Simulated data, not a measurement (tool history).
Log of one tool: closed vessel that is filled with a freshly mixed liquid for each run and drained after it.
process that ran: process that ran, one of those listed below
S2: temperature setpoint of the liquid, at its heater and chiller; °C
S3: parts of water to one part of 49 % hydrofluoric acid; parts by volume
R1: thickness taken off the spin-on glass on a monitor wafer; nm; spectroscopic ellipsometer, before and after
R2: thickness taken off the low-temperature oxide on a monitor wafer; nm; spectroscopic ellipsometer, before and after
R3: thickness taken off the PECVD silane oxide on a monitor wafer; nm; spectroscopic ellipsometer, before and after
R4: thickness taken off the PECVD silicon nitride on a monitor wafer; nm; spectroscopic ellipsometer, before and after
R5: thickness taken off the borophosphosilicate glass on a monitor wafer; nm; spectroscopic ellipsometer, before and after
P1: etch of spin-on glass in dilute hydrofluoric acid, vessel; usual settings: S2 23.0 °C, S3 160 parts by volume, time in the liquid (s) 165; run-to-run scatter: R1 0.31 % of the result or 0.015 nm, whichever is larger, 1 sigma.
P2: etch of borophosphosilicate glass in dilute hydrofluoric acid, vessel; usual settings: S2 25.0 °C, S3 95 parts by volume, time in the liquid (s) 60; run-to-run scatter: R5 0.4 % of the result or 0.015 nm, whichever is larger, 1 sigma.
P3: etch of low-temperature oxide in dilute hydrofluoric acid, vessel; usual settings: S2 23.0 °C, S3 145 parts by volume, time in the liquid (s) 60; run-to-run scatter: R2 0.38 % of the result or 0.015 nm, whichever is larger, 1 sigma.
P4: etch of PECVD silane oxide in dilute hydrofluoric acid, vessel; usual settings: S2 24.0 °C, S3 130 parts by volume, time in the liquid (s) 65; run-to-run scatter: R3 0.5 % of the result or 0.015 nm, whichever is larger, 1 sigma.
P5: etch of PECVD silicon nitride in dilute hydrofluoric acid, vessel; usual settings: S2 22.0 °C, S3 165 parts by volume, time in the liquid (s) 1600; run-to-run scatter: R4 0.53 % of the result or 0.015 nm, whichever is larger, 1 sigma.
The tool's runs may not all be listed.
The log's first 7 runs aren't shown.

{"run": 8, "day": 3.121, "process that ran": "P1", "S2": 30.0, "S3": 160, "time in the liquid (s)": 165, "R1": 73.382}
{"run": 9, "day": 3.492, "process that ran": "P4", "S2": 24.0, "S3": 130, "time in the liquid (s)": 65, "R3": 8.0535}
{"run": 10, "day": 4.038, "process that ran": "P2", "S2": 19.0, "S3": 95, "time in the liquid (s)": 60, "R5": 17.254}
{"run": 11, "day": 4.554, "process that ran": "P3", "S2": 23.0, "S3": 145, "time in the liquid (s)": 60, "R2": 5.7696}
{"run": 12, "day": 4.892, "process that ran": "P2", "S2": 25.0, "S3": 25, "time in the liquid (s)": 60, "R5": 92.066}
{"run": 13, "day": 5.454, "process that ran": "P3", "S2": 23.0, "S3": 145, "time in the liquid (s)": 60, "R2": 5.7656}
{"run": 14, "day": 5.75, "process that ran": "P1", "S2": 17.0, "S3": 160, "time in the liquid (s)": 165, "R1": 44.781}
{"run": 15, "day": 6.283, "process that ran": "P1", "S2": 23.0, "S3": 25, "time in the liquid (s)": 165, "R1": 428.16}
{"run": 16, "day": 6.683, "process that ran": "P5", "S2": 22.0, "S3": 165, "time in the liquid (s)": 425, "R4": 9.4374}
{"day": 6.892, "done": "thermometer replaced"}
{"run": 17, "day": 7.262, "process that ran": "P1", "S2": 23.0, "S3": 160, "time in the liquid (s)": 165, "R1": 56.458}
{"run": 18, "day": 7.596, "process that ran": "P1", "S2": 23.0, "S3": 160, "time in the liquid (s)": 245, "R1": 83.794}
{"run": 19, "day": 8.062, "process that ran": "P1", "S2": 23.0, "S3": 160, "time in the liquid (s)": 165, "R1": 56.636}
{"run": 20, "day": 8.462, "process that ran": "P2", "S2": 25.0, "S3": 95, "time in the liquid (s)": 60, "R5": 22.065}
{"run": 21, "day": 8.767, "process that ran": "P4", "S2": 24.0, "S3": 25, "time in the liquid (s)": 65, "R3": 47.914}
{"run": 22, "day": 9.275, "process that ran": "P1", "S2": 23.0, "S3": 160, "time in the liquid (s)": 165, "R1": 56.683}
{"run": 23, "day": 9.608, "process that ran": "P3", "S2": 28.5, "S3": 145, "time in the liquid (s)": 60, "R2": 7.0954}
{"run": 24, "day": 10.104, "process that ran": "P1", "S2": 29.5, "S3": 160, "time in the liquid (s)": 95, "R1": 41.48}
{"run": 25, "day": 10.575, "process that ran": "P1", "S2": 29.5, "S3": 160, "time in the liquid (s)": 30, "R1": 13.185}
{"run": 26, "day": 10.871, "process that ran": "P4", "S2": 29.0, "S3": 130, "time in the liquid (s)": 65, "R3": 9.7628}
{"run": 27, "day": 11.467, "process that ran": "P1", "S2": 23.0, "S3": 265, "time in the liquid (s)": 165, "R1": 30.735}
{"run": 28, "day": 12.075, "process that ran": "P1", "S2": 23.0, "S3": 160, "time in the liquid (s)": 165, "R1": 56.506}

The next listed run, before its measurement:
{"run": 29, "day": 12.433, "process that ran": "P3", "S2": 23.0, "S3": 145, "time in the liquid (s)": 115, "R2": "?"}

R2: 11.1190 nm
